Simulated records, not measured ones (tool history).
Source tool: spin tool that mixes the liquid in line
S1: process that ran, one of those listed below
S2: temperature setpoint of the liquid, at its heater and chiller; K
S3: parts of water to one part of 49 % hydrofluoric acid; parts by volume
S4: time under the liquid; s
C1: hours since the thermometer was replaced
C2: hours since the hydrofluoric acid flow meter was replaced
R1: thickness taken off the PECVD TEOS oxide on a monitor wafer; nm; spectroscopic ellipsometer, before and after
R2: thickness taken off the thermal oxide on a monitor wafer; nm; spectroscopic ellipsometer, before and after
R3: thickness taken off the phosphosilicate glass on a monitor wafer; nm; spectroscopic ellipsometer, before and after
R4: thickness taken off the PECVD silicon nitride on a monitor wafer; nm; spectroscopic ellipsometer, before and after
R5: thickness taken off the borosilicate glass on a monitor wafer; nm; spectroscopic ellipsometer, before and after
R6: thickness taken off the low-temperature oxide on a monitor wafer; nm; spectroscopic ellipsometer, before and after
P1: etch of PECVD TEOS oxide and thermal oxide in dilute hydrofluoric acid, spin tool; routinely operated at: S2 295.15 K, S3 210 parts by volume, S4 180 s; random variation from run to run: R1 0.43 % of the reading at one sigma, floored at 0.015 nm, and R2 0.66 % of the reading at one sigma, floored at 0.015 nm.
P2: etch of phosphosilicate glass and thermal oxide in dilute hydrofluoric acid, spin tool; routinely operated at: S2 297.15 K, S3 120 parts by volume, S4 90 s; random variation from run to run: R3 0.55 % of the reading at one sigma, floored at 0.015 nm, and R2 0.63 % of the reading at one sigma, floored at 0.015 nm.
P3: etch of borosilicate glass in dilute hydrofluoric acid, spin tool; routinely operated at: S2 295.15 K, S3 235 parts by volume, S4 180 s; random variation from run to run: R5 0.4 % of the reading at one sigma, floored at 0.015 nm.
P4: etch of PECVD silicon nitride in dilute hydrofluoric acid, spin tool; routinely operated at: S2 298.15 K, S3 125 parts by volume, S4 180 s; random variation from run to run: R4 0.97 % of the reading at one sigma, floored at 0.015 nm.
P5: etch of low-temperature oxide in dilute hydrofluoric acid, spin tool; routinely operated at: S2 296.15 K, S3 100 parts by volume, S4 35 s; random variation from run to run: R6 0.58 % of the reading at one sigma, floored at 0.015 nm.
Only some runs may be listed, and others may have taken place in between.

run 1 day=0.179 | S1=P1 S2=295.15 S3=210 S4=180 | C1=474.3 C2=465.2 | R1=6.8238 R2=3.3268
run 2 day=0.296 | S1=P2 S2=304.15 S3=120 S4=90 | C1=477.1 C2=468 | R2=4.3161 R3=56.024
run 3 day=0.429 | S1=P1 S2=295.15 S3=210 S4=180 | C1=480.3 C2=471.2 | R1=6.841 R2=3.3459
run 4 day=0.512 | S1=P4 S2=298.15 S3=55 S4=180 | C1=482.3 C2=473.2 | R4=5.9602
run 5 day=0.692 | S1=P2 S2=297.15 S3=205 S4=90 | C1=486.6 C2=477.5 | R2=1.7422 R3=22.716
run 6 day=0.842 | S1=P3 S2=295.15 S3=100 S4=180 | C1=490.2 C2=481.1 | R5=55.778
run 7 day=0.971 | S1=P5 S2=296.15 S3=100 S4=15 | C1=493.3 C2=484.2 | R6=2.3642
run 8 day=1.075 | S1=P2 S2=297.15 S3=120 S4=135 | C1=495.8 C2=486.7 | R2=4.9417 R3=64.299
run 9 day=1.217 | S1=P5 S2=296.15 S3=100 S4=35 | C1=499.2 C2=490.1 | R6=5.4252
run 10 day=1.392 | S1=P1 S2=295.15 S3=210 S4=20 | C1=503.4 C2=494.3 | R1=0.74989 R2=0.37895
run 11 day=1.558 | S1=P1 S2=302.15 S3=125 S4=180 | C1=507.4 C2=498.3 | R1=16.249 R2=8.1234
run 12 day=1.662 | S1=P3 S2=303.15 S3=235 S4=180 | C1=509.9 C2=500.8 | R5=27.314
run 13 day=1.758 | S1=P4 S2=298.15 S3=125 S4=180 | C1=512.2 C2=503.1 | R4=2.7436
run 14 day=1.854 | S1=P1 S2=295.15 S3=95 S4=180 | C1=514.5 C2=505.4 | R1=16.926 R2=8.4282
run 15 day=1.954 | S1=P1 S2=295.15 S3=210 S4=275 | C1=516.9 C2=507.8 | R1=10.404 R2=5.0863
run 16 day=2.054 | S1=P1 S2=295.15 S3=210 S4=180 | C1=519.3 C2=510.2 | R1=6.8278 R2=3.3959
run 17 day=2.238 | S1=P1 S2=290.15 S3=210 S4=180 | C1=523.7 C2=514.6 | R1=5.6062 R2=2.7743
run 18 day=2.367 | S1=P5 S2=296.15 S3=160 S4=35 | C1=526.8 C2=517.7 | R6=3.1766
run 19 day=2.488 | S1=P1 S2=295.15 S3=310 S4=180 | C1=529.7 C2=520.6 | R1=4.1441 R2=2.0356
run 20 day=2.604 | S1=P4 S2=298.15 S3=125 S4=320 | C1=532.5 C2=523.4 | R4=4.8132
run 21 day=2.721 | S1=P1 S2=295.15 S3=210 S4=180 | C1=535.3 C2=526.2 | R1=6.7315 R2=3.3253
-- day=2.742 thermometer replaced
run 22 day=2.858 | S1=P1 S2=295.15 S3=210 S4=180 | C1=2.9 C2=529.5 | R1=6.7588 R2=3.3419
run 23 day=2.992 | S1=P5 S2=296.15 S3=100 S4=35 | C1=6.1 C2=532.7 | R6=5.4844
run 24 day=3.096 | S1=P1 S2=302.65 S3=210 S4=180 | C1=8.6 C2=535.2 | R1=8.9372 R2=4.3909
run 25 day=3.271 | S1=P5 S2=299.65 S3=100 S4=35 | C1=12.8 C2=539.4 | R6=6.2968
run 26 day=3.396 | S1=P1 S2=300.15 S3=210 S4=340 | C1=15.8 C2=542.4 | R1=15.293 R2=7.4728
run 27 day=3.5 | S1=P4 S2=302.15 S3=125 S4=180 | C1=18.3 C2=544.9 | R4=3.4467
run 28 day=3.583 | S1=P3 S2=295.15 S3=235 S4=305 | C1=20.3 C2=546.9 | R5=34.767
run 29 day=3.721 | S1=P3 S2=295.15 S3=235 S4=180 | C1=23.6 C2=550.2 | R5=20.381
run 30 day=3.904 | S1=P2 S2=297.15 S3=120 S4=90 | C1=28 C2=554.6 | R2=3.2948 R3=42.628
run 31 day=4.042 | S1=P3 S2=295.15 S3=235 S4=180 | C1=31.3 C2=557.9 | R5=20.601
run 32 day=4.158 | S1=P1 S2=295.15 S3=210 S4=180 | C1=34.1 C2=560.7 | R1=6.7588 R2=3.4022
run 33 day=4.317 | S1=P1 S2=295.15 S3=210 S4=180 | C1=37.9 C2=564.5 | R1=7.1371 R2=3.5341
run 34 day=4.5 | S1=P1 S2=295.15 S3=210 S4=180 | C1=42.3 C2=568.9 | R1=7.3157 R2=3.5125
run 35 day=4.583 | S1=P1 S2=295.15 S3=210 S4=180 | C1=44.3 C2=570.9 | R1=7.2498 R2=3.5764
run 36 day=4.725 | S1=P1 S2=295.15 S3=210 S4=180 | C1=47.7 C2=574.3 | R1=7.371 R2=3.6629
run 37 day=4.842 | S1=P1 S2=295.15 S3=210 S4=180 | C1=50.5 C2=577.1 | R1=7.3199 R2=3.6037
run 38 day=5.004 | S1=P1 S2=295.15 S3=210 S4=180 | C1=54.4 C2=581 | R1=7.3626 R2=3.6188

The output of P1 has drifted from where it used to be. Each of the 2 causes below, taken at the size shown beside it, accounts for the log equally well:
A: liquid hotter than its thermometer reads (K) = 2.18
B: hydrofluoric acid flow above the setpoint (%) = 6.91
Creep in the process output first set in at about day 4.158.

Consider the 4 check runs below, whose results appear as question marks and each of which averages 2 wafers. Which one distinguishes the causes, in that each cause would give it a clearly different result?
run check 1 day=5.167 | S1=P4 S2=302.15 S3=125 S4=285 | R4=?
run check 2 day=5.167 | S1=P5 S2=296.15 S3=160 S4=15 | R6=?
run check 3 day=5.167 | S1=P3 S2=298.65 S3=235 S4=265 | R5=?
run check 4 day=5.167 | S1=P2 S2=297.15 S3=185 S4=130 | R2=? R3=?

Outcome of each check run for each possible cause:
check=check_1 result=R4 if_A=6.2717 if_B=5.861
check=check_2 result=R6 if_A=1.4818 if_B=1.4753
check=check_3 result=R5 if_A=37.024 if_B=37.276
check=check_4 result=R2 if_A=3.118 if_B=3.1168
check=check_4 result=R3 if_A=40.356 if_B=40.339
Separation of the two closest causes in each check, using whichever result separates them best: check 1 6.77 %; check 2 0.44 %; check 3 0.68 %; check 4 0.04 %
The other checks would show nearly matching results whichever cause is true, so check 1 is the only one that separates the causes.

Here is what check 1 returned: R4 5.9214 nm. Which cause is it?

It is B: hydrofluoric acid flow above the setpoint (%).
